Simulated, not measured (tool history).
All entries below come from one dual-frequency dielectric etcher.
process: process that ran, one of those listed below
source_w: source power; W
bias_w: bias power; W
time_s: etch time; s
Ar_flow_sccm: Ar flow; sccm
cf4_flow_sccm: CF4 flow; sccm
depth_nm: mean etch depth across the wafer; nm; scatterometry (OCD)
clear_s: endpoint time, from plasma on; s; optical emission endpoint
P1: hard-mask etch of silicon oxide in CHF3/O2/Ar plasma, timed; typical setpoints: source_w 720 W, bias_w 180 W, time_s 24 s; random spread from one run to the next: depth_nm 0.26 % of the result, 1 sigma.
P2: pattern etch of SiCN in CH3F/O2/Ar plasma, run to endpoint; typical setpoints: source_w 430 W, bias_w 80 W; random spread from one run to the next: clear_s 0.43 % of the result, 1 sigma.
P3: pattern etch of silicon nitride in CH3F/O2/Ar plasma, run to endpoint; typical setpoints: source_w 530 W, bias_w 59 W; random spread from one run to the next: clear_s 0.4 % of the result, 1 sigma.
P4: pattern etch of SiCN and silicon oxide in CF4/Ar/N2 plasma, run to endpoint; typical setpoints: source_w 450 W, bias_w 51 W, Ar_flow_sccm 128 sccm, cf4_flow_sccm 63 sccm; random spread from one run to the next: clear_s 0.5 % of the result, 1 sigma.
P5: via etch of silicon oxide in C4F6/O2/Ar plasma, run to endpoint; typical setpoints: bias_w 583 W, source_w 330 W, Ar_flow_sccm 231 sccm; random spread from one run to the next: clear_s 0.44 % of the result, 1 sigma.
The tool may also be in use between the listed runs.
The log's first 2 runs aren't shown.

Run 3, day 1.054: process P1, source_w 720 W, bias_w 226 W, time_s 35 s. Result: depth_nm 81.681 nm.
Run 4, day 1.371: process P1, source_w 720 W, bias_w 180 W, time_s 24 s. Result: depth_nm 51.89 nm.
At day 1.488: source power generator calibrated.
Run 5, day 1.6: process P1, source_w 720 W, bias_w 180 W, time_s 24 s. Result: depth_nm 51.973 nm.
Run 6, day 1.962: process P5, source_w 330 W, bias_w 741 W, Ar_flow_sccm 231 sccm. Result: clear_s 24.82 s.
Run 7, day 2.412: process P1, source_w 720 W, bias_w 180 W, time_s 15 s. Result: depth_nm 32.173 nm.
Run 8, day 2.767: process P1, source_w 720 W, bias_w 121 W, time_s 24 s. Result: depth_nm 45.37 nm.
At day 2.971: wet clean of the chamber.
Run 9, day 3.083: process P1, source_w 720 W, bias_w 180 W, time_s 24 s. Result: depth_nm 51.505 nm.
Run 10, day 3.546: process P2, source_w 430 W, bias_w 110 W. Result: clear_s 14.697 s.
Run 11, day 3.842: process P3, source_w 530 W, bias_w 47 W. Result: clear_s 84.325 s.
Run 12, day 4.154: process P4, source_w 570 W, bias_w 51 W, Ar_flow_sccm 128 sccm, cf4_flow_sccm 63 sccm. Result: clear_s 16.27 s.
Run 13, day 4.617: process P4, source_w 450 W, bias_w 51 W, Ar_flow_sccm 128 sccm, cf4_flow_sccm 63 sccm. Result: clear_s 19.975 s.
Run 14, day 5.108: process P5, source_w 330 W, bias_w 583 W, Ar_flow_sccm 231 sccm. Result: clear_s 27.179 s.
Run 15, day 5.542: process P1, source_w 470 W, bias_w 180 W, time_s 24 s. Result: depth_nm 43.931 nm.
Run 16, day 5.779: process P1, source_w 970 W, bias_w 180 W, time_s 24 s. Result: depth_nm 57.786 nm.
Run 17, day 6.162: process P1, source_w 720 W, bias_w 180 W, time_s 24 s. Result: depth_nm 51.692 nm.
Run 18, day 6.633: process P5, source_w 330 W, bias_w 583 W, Ar_flow_sccm 231 sccm. Result: clear_s 27.031 s.
Run 19, day 6.875: process P5, source_w 330 W, bias_w 583 W, Ar_flow_sccm 280 sccm. Result: clear_s 27.749 s.
Run 20, day 7.367: process P4, source_w 450 W, bias_w 51 W, Ar_flow_sccm 128 sccm, cf4_flow_sccm 63 sccm. Result: clear_s 20.058 s.
Run 21, day 7.667: process P1, source_w 720 W, bias_w 180 W, time_s 24 s. Result: depth_nm 51.716 nm.
Run 22, day 8.079: process P4, source_w 450 W, bias_w 51 W, Ar_flow_sccm 78 sccm, cf4_flow_sccm 63 sccm. Result: clear_s 18.357 s.
Run 23, day 8.317: process P4, source_w 450 W, bias_w 67 W, Ar_flow_sccm 128 sccm, cf4_flow_sccm 63 sccm. Result: clear_s 18.316 s.
Run 24, day 8.575: process P2, source_w 280 W, bias_w 80 W. Result: clear_s 19.345 s.
Run 25, day 8.846: process P1, source_w 720 W, bias_w 239 W, time_s 24 s. Result: depth_nm 56.854 nm.
Run 26, day 9.229: process P1, source_w 550 W, bias_w 180 W, time_s 14.5 s. Result: depth_nm 28.138 nm.

Run 27 comes next. What will it give?
Run 27, day 9.6: process P3, source_w 530 W, bias_w 59 W. Result: clear_s ?.

clear_s: 78.242 s

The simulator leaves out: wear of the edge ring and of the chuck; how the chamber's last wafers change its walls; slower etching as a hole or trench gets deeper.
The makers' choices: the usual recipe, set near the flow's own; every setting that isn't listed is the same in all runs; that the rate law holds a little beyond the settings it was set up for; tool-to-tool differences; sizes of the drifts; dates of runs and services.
